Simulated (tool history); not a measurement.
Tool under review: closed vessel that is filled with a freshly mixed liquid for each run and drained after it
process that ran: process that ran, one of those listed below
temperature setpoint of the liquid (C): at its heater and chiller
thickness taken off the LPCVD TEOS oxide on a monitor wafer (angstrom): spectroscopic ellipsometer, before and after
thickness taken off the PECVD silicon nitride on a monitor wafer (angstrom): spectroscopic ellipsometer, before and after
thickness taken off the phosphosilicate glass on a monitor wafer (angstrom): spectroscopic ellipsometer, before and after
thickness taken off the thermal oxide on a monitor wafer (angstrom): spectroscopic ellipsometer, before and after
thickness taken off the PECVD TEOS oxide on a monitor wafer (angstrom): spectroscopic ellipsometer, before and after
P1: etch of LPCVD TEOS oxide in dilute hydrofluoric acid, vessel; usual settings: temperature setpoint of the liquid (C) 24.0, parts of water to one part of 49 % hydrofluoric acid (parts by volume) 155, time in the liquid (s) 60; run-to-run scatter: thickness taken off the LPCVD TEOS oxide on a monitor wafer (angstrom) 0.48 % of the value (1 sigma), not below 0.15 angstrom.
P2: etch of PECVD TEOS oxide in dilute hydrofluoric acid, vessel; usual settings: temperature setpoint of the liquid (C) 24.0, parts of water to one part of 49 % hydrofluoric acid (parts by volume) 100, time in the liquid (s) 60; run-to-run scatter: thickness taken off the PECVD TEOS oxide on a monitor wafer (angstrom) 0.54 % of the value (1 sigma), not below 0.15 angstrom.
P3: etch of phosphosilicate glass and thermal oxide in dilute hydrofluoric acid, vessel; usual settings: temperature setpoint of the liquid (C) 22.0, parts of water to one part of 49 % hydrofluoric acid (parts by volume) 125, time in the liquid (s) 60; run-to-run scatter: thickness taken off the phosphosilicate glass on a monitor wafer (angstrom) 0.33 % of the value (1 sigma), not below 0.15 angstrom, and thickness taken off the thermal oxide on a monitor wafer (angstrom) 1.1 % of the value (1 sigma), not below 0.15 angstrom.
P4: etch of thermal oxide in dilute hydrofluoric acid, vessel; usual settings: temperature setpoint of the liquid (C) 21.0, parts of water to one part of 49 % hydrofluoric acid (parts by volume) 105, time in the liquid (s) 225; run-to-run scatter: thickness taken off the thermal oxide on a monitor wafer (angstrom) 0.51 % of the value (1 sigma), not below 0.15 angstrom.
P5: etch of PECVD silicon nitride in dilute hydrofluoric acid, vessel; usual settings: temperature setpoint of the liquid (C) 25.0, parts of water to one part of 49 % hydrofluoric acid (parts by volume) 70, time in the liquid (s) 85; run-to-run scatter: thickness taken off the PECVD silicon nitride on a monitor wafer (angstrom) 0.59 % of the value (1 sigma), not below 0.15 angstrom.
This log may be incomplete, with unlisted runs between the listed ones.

run,day,process that ran,temperature setpoint of the liquid (C),parts of water to one part of 49 % hydrofluoric acid (parts by volume),time in the liquid (s),hours since the thermometer was replaced,hours since the hydrofluoric acid flow meter was replaced,thickness taken off the LPCVD TEOS oxide on a monitor wafer (angstrom),thickness taken off the PECVD silicon nitride on a monitor wafer (angstrom),thickness taken off the phosphosilicate glass on a monitor wafer (angstrom),thickness taken off the thermal oxide on a monitor wafer (angstrom),thickness taken off the PECVD TEOS oxide on a monitor wafer (angstrom)
1,0.262,P1,24.0,155,60,325.1,956.1,206.29,,,,
2,0.454,P5,33.0,70,85,329.7,960.7,,84.581,,,
3,0.738,P3,22.0,190,60,336.5,967.5,,,239.59,11.964,
4,1.008,P4,21.0,105,225,343.0,974.0,,,,92.173,
5,1.167,P2,24.0,100,60,346.8,977.8,,,,,51.469
# day 1.208: thermometer replaced
6,1.354,P1,24.0,155,60,3.5,982.3,206.94,,,,
7,1.562,P2,24.0,100,115,8.5,987.3,,,,,98.659
8,1.696,P1,17.0,155,100,11.7,990.5,260.62,,,,
9,1.971,P1,24.0,70,60,18.3,997.1,504.31,,,,
10,2.171,P2,24.0,35,60,23.1,1001.9,,,,,159.120
11,2.425,P1,24.0,155,60,29.2,1008.0,206.48,,,,
12,2.575,P5,25.0,70,85,32.8,1011.6,,50.985,,,
13,2.804,P1,24.0,155,60,38.3,1017.1,205.42,,,,
14,3.050,P4,21.0,165,225,44.2,1023.0,,,,54.987,
15,3.329,P1,32.0,155,60,50.9,1029.7,276.28,,,,
16,3.475,P1,20.5,220,60,54.4,1033.2,118.83,,,,
17,3.700,P3,27.0,125,60,59.8,1038.6,,,473.13,24.265,
18,3.846,P3,22.0,125,60,63.3,1042.1,,,392.69,20.118,
19,4.000,P1,24.0,155,30,67.0,1045.8,102.74,,,,
20,4.258,P4,21.0,105,440,73.2,1052.0,,,,179.550,
21,4.512,P1,24.0,155,115,79.3,1058.1,394.34,,,,
22,4.812,P1,20.0,155,60,86.5,1065.3,177.03,,,,
23,5.008,P1,24.0,155,60,91.2,1070.0,204.27,,,,
24,5.312,P4,25.0,105,225,98.5,1077.3,,,,106.860,
25,5.583,P4,21.0,105,225,105.0,1083.8,,,,90.630,
26,5.758,P3,22.0,125,95,109.2,1088.0,,,619.50,32.501,
27,5.954,P2,29.0,100,60,113.9,1092.7,,,,,62.286
28,6.250,P5,25.0,30,85,121.0,1099.8,,116.520,,,
29,6.554,P5,25.0,70,150,128.3,1107.1,,90.096,,,

What will run 30 give?
30,6.754,P1,24.0,270,60,133.1,1111.9,?,,,,

thickness taken off the LPCVD TEOS oxide on a monitor wafer (angstrom): 105.61
